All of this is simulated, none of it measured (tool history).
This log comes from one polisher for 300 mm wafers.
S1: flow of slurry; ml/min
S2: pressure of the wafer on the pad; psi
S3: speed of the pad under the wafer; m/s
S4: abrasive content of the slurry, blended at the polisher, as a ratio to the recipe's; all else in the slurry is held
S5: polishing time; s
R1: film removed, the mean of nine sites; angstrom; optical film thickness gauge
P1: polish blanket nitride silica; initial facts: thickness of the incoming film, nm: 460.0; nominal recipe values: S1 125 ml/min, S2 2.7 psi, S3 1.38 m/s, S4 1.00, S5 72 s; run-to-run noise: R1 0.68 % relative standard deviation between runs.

run	hour	S1	S2	S3	S4	S5	R1
1	9.5	125	2.7	1.38	1.00	72	360.22
2	16.0	125	2.7	1.38	1.00	72	365.18
3	24.9	125	2.7	1.02	1.00	72	282.71
4	35.2	125	1.3	1.38	1.00	72	171.44
5	44.7	125	2.7	1.38	0.55	72	261.64
# hour 51.3: slurry blender recalibrated
6	54.3	125	2.7	1.38	1.00	72	364.87
# hour 57.0: head pressure recalibrated
7	60.2	125	2.7	1.38	1.00	32	161.67
8	71.3	125	2.7	1.38	1.00	72	360.56
# hour 81.2: conditioning disc replaced and pad reconditioned
9	81.3	185	2.7	1.38	1.30	72	433.05
10	90.0	125	2.7	1.38	1.00	93	467.96
11	96.7	125	2.7	1.38	1.00	72	360.58
12	101.9	125	2.7	1.38	1.00	72	360.22
13	109.3	75	2.7	1.38	1.00	72	318.51
14	117.3	125	2.7	1.38	1.00	72	360.19
15	124.0	180	2.7	1.38	1.00	72	381.24
16	133.0	125	2.7	2.16	1.00	72	520.22
17	141.1	125	2.7	1.38	1.50	72	421.91
18	150.0	125	4.0	1.38	1.00	72	538.42

Run 19, settings as shown, results not yet in. Your forecast:
19	160.6	125	2.7	1.38	1.00	72	?

{"run 19": {"R1": 358.19}}

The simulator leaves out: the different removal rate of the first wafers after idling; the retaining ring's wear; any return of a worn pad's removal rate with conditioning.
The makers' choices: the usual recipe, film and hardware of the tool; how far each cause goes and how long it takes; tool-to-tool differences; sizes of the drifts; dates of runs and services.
